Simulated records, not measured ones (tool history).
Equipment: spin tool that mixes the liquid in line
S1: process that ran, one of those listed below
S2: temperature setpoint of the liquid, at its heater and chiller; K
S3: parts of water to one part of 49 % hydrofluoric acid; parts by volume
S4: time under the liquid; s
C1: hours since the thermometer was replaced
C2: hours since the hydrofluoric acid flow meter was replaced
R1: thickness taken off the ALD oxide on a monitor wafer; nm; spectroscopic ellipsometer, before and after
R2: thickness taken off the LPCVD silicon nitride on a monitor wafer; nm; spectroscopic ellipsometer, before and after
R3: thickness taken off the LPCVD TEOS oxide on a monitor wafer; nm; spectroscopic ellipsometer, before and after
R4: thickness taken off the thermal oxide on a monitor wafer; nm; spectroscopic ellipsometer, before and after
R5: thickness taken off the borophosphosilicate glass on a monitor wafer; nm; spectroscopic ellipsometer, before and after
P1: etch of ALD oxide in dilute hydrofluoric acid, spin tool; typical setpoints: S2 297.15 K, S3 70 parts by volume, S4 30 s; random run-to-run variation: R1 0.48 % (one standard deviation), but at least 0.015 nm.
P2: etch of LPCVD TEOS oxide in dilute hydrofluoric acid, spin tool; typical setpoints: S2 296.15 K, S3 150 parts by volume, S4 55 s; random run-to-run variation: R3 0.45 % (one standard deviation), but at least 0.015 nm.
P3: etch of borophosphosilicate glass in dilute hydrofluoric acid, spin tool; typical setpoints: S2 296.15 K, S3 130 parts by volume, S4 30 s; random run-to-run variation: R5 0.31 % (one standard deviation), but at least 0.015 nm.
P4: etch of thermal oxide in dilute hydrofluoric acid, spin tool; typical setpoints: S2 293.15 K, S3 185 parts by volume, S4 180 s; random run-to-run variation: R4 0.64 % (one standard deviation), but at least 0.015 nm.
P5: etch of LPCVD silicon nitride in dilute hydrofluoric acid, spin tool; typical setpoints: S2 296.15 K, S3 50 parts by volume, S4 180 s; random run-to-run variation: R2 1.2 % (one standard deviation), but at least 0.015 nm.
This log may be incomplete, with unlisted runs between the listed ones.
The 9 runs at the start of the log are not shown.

{"run": 10, "hour": 48.8, "S1": "P2", "S2": 296.15, "S3": 150, "S4": 55, "C1": 264.5, "C2": 1151.4, "R3": 14.264}
{"run": 11, "hour": 54.6, "S1": "P2", "S2": 290.15, "S3": 150, "S4": 55, "C1": 270.3, "C2": 1157.2, "R3": 11.395}
{"run": 12, "hour": 59.3, "S1": "P2", "S2": 296.15, "S3": 150, "S4": 15, "C1": 275.0, "C2": 1161.9, "R3": 3.8472}
{"run": 13, "hour": 65.0, "S1": "P1", "S2": 297.15, "S3": 70, "S4": 15, "C1": 280.7, "C2": 1167.6, "R1": 7.3032}
{"run": 14, "hour": 69.7, "S1": "P2", "S2": 296.15, "S3": 55, "S4": 55, "C1": 285.4, "C2": 1172.3, "R3": 44.179}
{"run": 15, "hour": 74.0, "S1": "P3", "S2": 296.15, "S3": 130, "S4": 30, "C1": 289.7, "C2": 1176.6, "R5": 7.5976}
{"run": 16, "hour": 77.2, "S1": "P1", "S2": 293.65, "S3": 70, "S4": 15, "C1": 292.9, "C2": 1179.8, "R1": 6.3549}
{"run": 17, "hour": 82.5, "S1": "P1", "S2": 297.15, "S3": 45, "S4": 30, "C1": 298.2, "C2": 1185.1, "R1": 23.592}
{"run": 18, "hour": 87.3, "S1": "P5", "S2": 296.15, "S3": 50, "S4": 180, "C1": 303.0, "C2": 1189.9, "R2": 1.7615}
{"run": 19, "hour": 90.5, "S1": "P5", "S2": 290.15, "S3": 50, "S4": 180, "C1": 306.2, "C2": 1193.1, "R2": 1.1843}
{"run": 20, "hour": 95.4, "S1": "P3", "S2": 296.15, "S3": 25, "S4": 30, "C1": 311.1, "C2": 1198.0, "R5": 44.516}
{"run": 21, "hour": 100.3, "S1": "P3", "S2": 296.15, "S3": 130, "S4": 65, "C1": 316.0, "C2": 1202.9, "R5": 16.473}

Run 22 has not been measured yet. What should we expect?
{"run": 22, "hour": 104.4, "S1": "P3", "S2": 292.15, "S3": 130, "S4": 30, "C1": 320.1, "C2": 1207.0, "R5": "?"}

Run 22 gave R5 6.4285 nm.
